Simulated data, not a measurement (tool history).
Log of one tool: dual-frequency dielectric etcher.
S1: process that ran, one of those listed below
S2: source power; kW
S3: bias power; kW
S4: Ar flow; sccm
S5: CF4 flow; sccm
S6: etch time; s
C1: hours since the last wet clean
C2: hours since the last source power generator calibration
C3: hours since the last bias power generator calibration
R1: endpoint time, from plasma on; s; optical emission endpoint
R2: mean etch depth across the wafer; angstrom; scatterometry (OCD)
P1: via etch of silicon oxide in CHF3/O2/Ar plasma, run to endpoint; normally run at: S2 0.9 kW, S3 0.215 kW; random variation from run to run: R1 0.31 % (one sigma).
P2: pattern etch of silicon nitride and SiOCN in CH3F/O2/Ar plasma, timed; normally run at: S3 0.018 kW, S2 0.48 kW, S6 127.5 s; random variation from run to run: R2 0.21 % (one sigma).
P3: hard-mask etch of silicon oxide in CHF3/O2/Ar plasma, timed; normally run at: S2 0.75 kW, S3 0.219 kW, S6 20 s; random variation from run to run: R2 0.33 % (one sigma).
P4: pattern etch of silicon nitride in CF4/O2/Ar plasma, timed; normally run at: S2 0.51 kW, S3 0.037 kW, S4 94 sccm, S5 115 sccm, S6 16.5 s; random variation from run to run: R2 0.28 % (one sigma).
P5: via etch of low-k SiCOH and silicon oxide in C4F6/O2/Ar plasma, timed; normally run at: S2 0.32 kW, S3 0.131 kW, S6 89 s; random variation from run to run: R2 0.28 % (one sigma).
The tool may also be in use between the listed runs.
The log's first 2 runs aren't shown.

run	hour	S1	S2	S3	S4	S5	S6	C1	C2	C3	R1	R2
3	40.4	P1	0.65	0.297				274.3	1309.9	3057.8	322.7	
4	51.9	P4	0.51	0.037	94	115	16.5	285.8	1321.4	3069.3		296.41
5	62.3	P2	0.48	0.018			127.5	296.2	1331.8	3079.7		163.04
6	78.9	P4	0.51	0.037	94	115	23	312.8	1348.4	3096.3		411.06
7	91.3	P1	0.9	0.161				325.2	1360.8	3108.7	353.71	
8	105.5	P1	0.9	0.215				339.4	1375	3122.9	319.27	
9	119.9	P5	0.32	0.131			56	353.8	1389.4	3137.3		1280.7
10	135	P1	0.7	0.287				368.9	1404.5	3152.4	318.35	
11	154.2	P3	0.75	0.274			20	388.1	1423.7	3171.6		508.12
12	162.5	P1	0.9	0.215				396.4	1432	3179.9	318.85	
13	177.3	P3	0.75	0.219			20	411.2	1446.8	3194.7		467.93
14	191.7	P1	0.9	0.215				425.6	1461.2	3209.1	320.75	
15	204.3	P5	0.32	0.131			89	438.2	1473.8	3221.7		2025.4
16	218.4	P5	0.19	0.131			89	452.3	1487.9	3235.8		1654.1
17	232.7	P2	0.48	0.018			99.5	466.6	1502.2	3250.1		126.98
18	242.3	P1	1.09	0.215				476.2	1511.8	3259.7	298.78	
19	256.3	P5	0.32	0.18			89	490.2	1525.8	3273.7		2249.8
20	274.1	P4	0.51	0.037	94	153	16.5	508	1543.6	3291.5		305.55
21	290.7	P3	0.6	0.219			20	524.6	1560.2	3308.1		432.36
22	303.1	P1	0.9	0.215				537	1572.6	3320.5	319.86	
23	321.6	P1	0.64	0.215				555.5	1591.1	3339	364.59	
24	335.7	P1	0.9	0.29				569.6	1605.2	3353.1	289.91	
25	353.4	P2	0.48	0.014			127.5	587.3	1622.9	3370.8		147.3
26	367.8	P4	0.66	0.037	94	115	16.5	601.7	1637.3	3385.2		370.18
27	380.8	P3	0.75	0.219			20	614.7	1650.3	3398.2		472.73

Run 28 comes next. What will it give?
28	393.2	P1	0.9	0.215				627.1	1662.7	3410.6	?	

{"run 28": {"R1": 319.84}}
